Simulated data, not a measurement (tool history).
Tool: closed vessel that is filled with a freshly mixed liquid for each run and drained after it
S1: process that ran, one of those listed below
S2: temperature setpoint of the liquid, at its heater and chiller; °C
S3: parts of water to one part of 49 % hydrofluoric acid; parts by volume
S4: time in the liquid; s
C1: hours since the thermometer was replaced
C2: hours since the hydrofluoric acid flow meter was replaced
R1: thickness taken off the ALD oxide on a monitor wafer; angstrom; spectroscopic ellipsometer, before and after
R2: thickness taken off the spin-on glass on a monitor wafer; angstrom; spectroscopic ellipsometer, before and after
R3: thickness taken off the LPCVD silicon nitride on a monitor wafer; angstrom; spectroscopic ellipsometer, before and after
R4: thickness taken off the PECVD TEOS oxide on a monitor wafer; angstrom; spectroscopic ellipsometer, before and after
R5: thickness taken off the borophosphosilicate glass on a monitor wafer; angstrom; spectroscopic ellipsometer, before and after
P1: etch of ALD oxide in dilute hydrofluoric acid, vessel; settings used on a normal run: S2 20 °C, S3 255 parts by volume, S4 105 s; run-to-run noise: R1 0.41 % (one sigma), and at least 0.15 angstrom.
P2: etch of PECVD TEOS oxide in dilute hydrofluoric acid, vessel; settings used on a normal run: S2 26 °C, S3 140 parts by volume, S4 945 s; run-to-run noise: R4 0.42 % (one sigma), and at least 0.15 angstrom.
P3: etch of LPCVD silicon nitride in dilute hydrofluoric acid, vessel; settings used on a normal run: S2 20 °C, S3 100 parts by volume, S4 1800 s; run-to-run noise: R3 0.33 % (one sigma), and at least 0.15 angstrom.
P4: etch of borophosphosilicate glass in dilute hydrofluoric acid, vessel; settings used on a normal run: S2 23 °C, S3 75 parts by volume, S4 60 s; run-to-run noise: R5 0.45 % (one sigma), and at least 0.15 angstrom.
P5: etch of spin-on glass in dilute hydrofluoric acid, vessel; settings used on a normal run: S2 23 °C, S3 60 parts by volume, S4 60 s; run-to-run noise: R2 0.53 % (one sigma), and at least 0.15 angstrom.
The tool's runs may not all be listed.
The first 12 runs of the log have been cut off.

run	hour	S1	S2	S3	S4	C1	C2	R1	R2	R3	R4	R5
13	74.7	P4	29.5	75	60	1878.4	234.3					737.63
14	80.7	P4	23	75	60	1884.4	240.3					571.37
15	88.2	P5	23	60	60	1891.9	247.8		339.17			
16	95.4	P1	20	255	180	1899.1	255	160.03				
17	100.1	P2	32	140	945	1903.8	259.7				743.57	
18	104.1	P3	20	100	3470	1907.8	263.7			130.97		
19	110.4	P1	20	255	105	1914.1	270	93.188				
20	116.4	P4	23	75	30	1920.1	276					284.79
21	121.8	P1	20	255	105	1925.5	281.4	93.466				
22	127.4	P1	20	255	105	1931.1	287	93.624				
23	131.3	P2	26	245	945	1935	290.9				303.45	
24	135.2	P1	20	110	105	1938.9	294.8	248.82				
25	141.8	P3	20	25	1800	1945.5	301.4			259.32		
26	148	P2	26	140	1890	1951.7	307.6				1200.6	
27	155.1	P4	23	75	60	1958.8	314.7					566.46
28	160.6	P1	27	115	105	1964.3	320.2	315.21				
29	167	P4	23	120	60	1970.7	326.6					338.06

Estimate the outcome of run 30 from the log above:
30	170.5	P2	26	140	945	1974.2	330.1				?	

R4: 598.72 angstrom

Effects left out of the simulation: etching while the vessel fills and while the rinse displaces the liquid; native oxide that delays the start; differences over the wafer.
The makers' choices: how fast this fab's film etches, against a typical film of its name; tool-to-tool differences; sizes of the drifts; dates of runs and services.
